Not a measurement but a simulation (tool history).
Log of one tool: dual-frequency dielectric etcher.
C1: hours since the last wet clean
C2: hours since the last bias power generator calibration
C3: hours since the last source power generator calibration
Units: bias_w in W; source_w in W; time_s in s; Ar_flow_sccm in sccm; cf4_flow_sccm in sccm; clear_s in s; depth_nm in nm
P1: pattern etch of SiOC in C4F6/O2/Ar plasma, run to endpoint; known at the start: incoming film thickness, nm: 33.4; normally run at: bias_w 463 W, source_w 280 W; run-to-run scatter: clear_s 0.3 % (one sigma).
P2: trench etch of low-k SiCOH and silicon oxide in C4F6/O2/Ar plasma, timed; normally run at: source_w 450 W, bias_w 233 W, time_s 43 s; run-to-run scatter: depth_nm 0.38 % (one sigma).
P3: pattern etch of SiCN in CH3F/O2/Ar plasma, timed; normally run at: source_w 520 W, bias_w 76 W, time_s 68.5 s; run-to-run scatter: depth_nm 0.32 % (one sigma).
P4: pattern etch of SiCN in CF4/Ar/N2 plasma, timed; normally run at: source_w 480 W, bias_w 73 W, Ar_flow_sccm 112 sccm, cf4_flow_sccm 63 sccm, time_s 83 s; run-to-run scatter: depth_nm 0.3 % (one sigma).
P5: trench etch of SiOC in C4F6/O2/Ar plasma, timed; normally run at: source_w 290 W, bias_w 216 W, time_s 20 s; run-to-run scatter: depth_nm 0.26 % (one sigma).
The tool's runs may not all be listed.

{"run": 1, "day": 0.45, "process": "P1", "bias_w": 463, "source_w": 280, "C1": 527.8, "C2": 3757.4, "C3": 1242.6, "clear_s": 13.231}
{"run": 2, "day": 0.854, "process": "P2", "bias_w": 233, "source_w": 450, "time_s": 43, "C1": 537.5, "C2": 3767.1, "C3": 1252.3, "depth_nm": 158.46}
{"run": 3, "day": 1.308, "process": "P1", "bias_w": 463, "source_w": 280, "C1": 548.4, "C2": 3778, "C3": 1263.2, "clear_s": 13.296}
{"run": 4, "day": 1.8, "process": "P5", "bias_w": 216, "source_w": 210, "time_s": 20, "C1": 560.2, "C2": 3789.8, "C3": 1275, "depth_nm": 34.692}
{"run": 5, "day": 2.104, "process": "P1", "bias_w": 463, "source_w": 280, "C1": 567.5, "C2": 3797.1, "C3": 1282.3, "clear_s": 13.139}
{"run": 6, "day": 2.604, "process": "P1", "bias_w": 551, "source_w": 350, "C1": 579.5, "C2": 3809.1, "C3": 1294.3, "clear_s": 11.396}
{"run": 7, "day": 2.979, "process": "P5", "bias_w": 216, "source_w": 290, "time_s": 13.5, "C1": 588.5, "C2": 3818.1, "C3": 1303.3, "depth_nm": 26.586}
{"run": 8, "day": 3.467, "process": "P4", "bias_w": 58, "source_w": 480, "time_s": 83, "Ar_flow_sccm": 112, "cf4_flow_sccm": 63, "C1": 600.2, "C2": 3829.8, "C3": 1315, "depth_nm": 67.359}
{"run": 9, "day": 4.071, "process": "P1", "bias_w": 296, "source_w": 280, "C1": 614.7, "C2": 3844.3, "C3": 1329.5, "clear_s": 15.602}
{"run": 10, "day": 4.629, "process": "P4", "bias_w": 73, "source_w": 330, "time_s": 83, "Ar_flow_sccm": 112, "cf4_flow_sccm": 63, "C1": 628.1, "C2": 3857.7, "C3": 1342.9, "depth_nm": 52.597}
{"run": 11, "day": 4.95, "process": "P4", "bias_w": 73, "source_w": 480, "time_s": 83, "Ar_flow_sccm": 112, "cf4_flow_sccm": 63, "C1": 635.8, "C2": 3865.4, "C3": 1350.6, "depth_nm": 73.34}
{"run": 12, "day": 5.242, "process": "P1", "bias_w": 463, "source_w": 350, "C1": 642.8, "C2": 3872.4, "C3": 1357.6, "clear_s": 12.134}
{"run": 13, "day": 5.75, "process": "P1", "bias_w": 640, "source_w": 280, "C1": 655, "C2": 3884.6, "C3": 1369.8, "clear_s": 11.626}
{"run": 14, "day": 6.05, "process": "P2", "bias_w": 233, "source_w": 450, "time_s": 43, "C1": 662.2, "C2": 3891.8, "C3": 1377, "depth_nm": 159.19}
{"run": 15, "day": 6.604, "process": "P4", "bias_w": 73, "source_w": 480, "time_s": 83, "Ar_flow_sccm": 155, "cf4_flow_sccm": 63, "C1": 675.5, "C2": 3905.1, "C3": 1390.3, "depth_nm": 69.223}
{"run": 16, "day": 7.062, "process": "P1", "bias_w": 463, "source_w": 280, "C1": 686.5, "C2": 3916.1, "C3": 1401.3, "clear_s": 13.213}
{"run": 17, "day": 7.579, "process": "P3", "bias_w": 76, "source_w": 520, "time_s": 38.5, "C1": 698.9, "C2": 3928.5, "C3": 1413.7, "depth_nm": 15.838}
{"run": 18, "day": 8.096, "process": "P1", "bias_w": 642, "source_w": 170, "C1": 711.3, "C2": 3940.9, "C3": 1426.1, "clear_s": 13.914}
{"run": 19, "day": 8.604, "process": "P2", "bias_w": 233, "source_w": 270, "time_s": 43, "C1": 723.5, "C2": 3953.1, "C3": 1438.3, "depth_nm": 130.4}
{"run": 20, "day": 9.108, "process": "P4", "bias_w": 73, "source_w": 480, "time_s": 62, "Ar_flow_sccm": 112, "cf4_flow_sccm": 63, "C1": 735.6, "C2": 3965.2, "C3": 1450.4, "depth_nm": 54.473}
{"run": 21, "day": 9.433, "process": "P5", "bias_w": 216, "source_w": 290, "time_s": 20, "C1": 743.4, "C2": 3973, "C3": 1458.2, "depth_nm": 39.101}
{"run": 22, "day": 9.85, "process": "P3", "bias_w": 76, "source_w": 320, "time_s": 68.5, "C1": 753.4, "C2": 3983, "C3": 1468.2, "depth_nm": 23.471}
{"run": 23, "day": 10.158, "process": "P1", "bias_w": 463, "source_w": 280, "C1": 760.8, "C2": 3990.4, "C3": 1475.6, "clear_s": 13.236}
{"run": 24, "day": 10.475, "process": "P1", "bias_w": 463, "source_w": 170, "C1": 768.4, "C2": 3998, "C3": 1483.2, "clear_s": 15.884}
{"run": 25, "day": 10.812, "process": "P5", "bias_w": 295, "source_w": 290, "time_s": 20, "C1": 776.5, "C2": 4006.1, "C3": 1491.3, "depth_nm": 43.743}
{"run": 26, "day": 11.188, "process": "P2", "bias_w": 182, "source_w": 450, "time_s": 43, "C1": 785.5, "C2": 4015.1, "C3": 1500.3, "depth_nm": 145.45}
{"run": 27, "day": 11.483, "process": "P3", "bias_w": 45, "source_w": 520, "time_s": 68.5, "C1": 792.6, "C2": 4022.2, "C3": 1507.4, "depth_nm": 23.589}
{"run": 28, "day": 11.9, "process": "P3", "bias_w": 76, "source_w": 520, "time_s": 68.5, "C1": 802.6, "C2": 4032.2, "C3": 1517.4, "depth_nm": 27.955}
{"run": 29, "day": 12.196, "process": "P1", "bias_w": 463, "source_w": 280, "C1": 809.7, "C2": 4039.3, "C3": 1524.5, "clear_s": 13.284}
{"run": 30, "day": 12.717, "process": "P2", "bias_w": 233, "source_w": 450, "time_s": 61.5, "C1": 822.2, "C2": 4051.8, "C3": 1537, "depth_nm": 226.76}
{"run": 31, "day": 12.992, "process": "P4", "bias_w": 73, "source_w": 480, "time_s": 83, "Ar_flow_sccm": 112, "cf4_flow_sccm": 89, "C1": 828.8, "C2": 4058.4, "C3": 1543.6, "depth_nm": 76.672}
{"run": 32, "day": 13.558, "process": "P1", "bias_w": 621, "source_w": 390, "C1": 842.4, "C2": 4072, "C3": 1557.2, "clear_s": 10.448}
{"run": 33, "day": 14.004, "process": "P1", "bias_w": 463, "source_w": 280, "C1": 853.1, "C2": 4082.7, "C3": 1567.9, "clear_s": 13.241}
{"run": 34, "day": 14.575, "process": "P1", "bias_w": 463, "source_w": 280, "C1": 866.8, "C2": 4096.4, "C3": 1581.6, "clear_s": 13.276}
{"run": 35, "day": 15.154, "process": "P1", "bias_w": 463, "source_w": 280, "C1": 880.7, "C2": 4110.3, "C3": 1595.5, "clear_s": 13.086}
{"run": 36, "day": 15.762, "process": "P1", "bias_w": 463, "source_w": 280, "C1": 895.3, "C2": 4124.9, "C3": 1610.1, "clear_s": 13.033}
{"day": 16.267, "done": "wet clean of the chamber"}
{"run": 37, "day": 16.342, "process": "P1", "bias_w": 463, "source_w": 280, "C1": 1.8, "C2": 4138.8, "C3": 1624, "clear_s": 13.008}
{"run": 38, "day": 16.758, "process": "P1", "bias_w": 463, "source_w": 280, "C1": 11.8, "C2": 4148.8, "C3": 1634, "clear_s": 12.985}
{"run": 39, "day": 17.212, "process": "P1", "bias_w": 463, "source_w": 280, "C1": 22.7, "C2": 4159.7, "C3": 1644.9, "clear_s": 12.988}
{"run": 40, "day": 17.758, "process": "P1", "bias_w": 463, "source_w": 280, "C1": 35.8, "C2": 4172.8, "C3": 1658, "clear_s": 13.028}
{"run": 41, "day": 18.121, "process": "P1", "bias_w": 463, "source_w": 280, "C1": 44.5, "C2": 4181.5, "C3": 1666.7, "clear_s": 13.023}

What P1 gives has crept away from where it was. These 2 causes fit the log equally well, each at the size given:
A: bias power that arrives over what is set, % = 4.7
B: source power that arrives over what is set, % = 4.82
The creep began at about day 14.575.
Why every other cause is out:
chamber walls in a state that raises the etch rate, %: serviced at day 16.267, which brought nothing back

4 check runs are offered, one wafer each, their results left as question marks. Which one tells the causes apart?
{"run": "check 1", "day": 18.483, "process": "P5", "bias_w": 288, "source_w": 290, "time_s": 15.5, "depth_nm": "?"}
{"run": "check 2", "day": 18.483, "process": "P2", "bias_w": 233, "source_w": 350, "time_s": 43, "depth_nm": "?"}
{"run": "check 3", "day": 18.483, "process": "P4", "bias_w": 62, "source_w": 480, "time_s": 83, "Ar_flow_sccm": 148, "cf4_flow_sccm": 63, "depth_nm": "?"}
{"run": "check 4", "day": 18.483, "process": "P3", "bias_w": 47, "source_w": 410, "time_s": 68.5, "depth_nm": "?"}

What each check would give under each cause:
check=check_1 result=depth_nm if_A=34.174 if_B=34.223
check=check_2 result=depth_nm if_A=145.96 if_B=146.33
check=check_3 result=depth_nm if_A=66.894 if_B=68.54
check=check_4 result=depth_nm if_A=22.194 if_B=22.273
How far apart the two closest causes lie, in the result that separates them most: check 1 0.14 %; check 2 0.25 %; check 3 2.43 %; check 4 0.36 %
Only check 3 tells the causes apart: in the others they would give nearly the same result.

Check 3 was then run and gave: depth_nm 68.481 nm. Which cause is it?

It is B: source power that arrives over what is set, %.

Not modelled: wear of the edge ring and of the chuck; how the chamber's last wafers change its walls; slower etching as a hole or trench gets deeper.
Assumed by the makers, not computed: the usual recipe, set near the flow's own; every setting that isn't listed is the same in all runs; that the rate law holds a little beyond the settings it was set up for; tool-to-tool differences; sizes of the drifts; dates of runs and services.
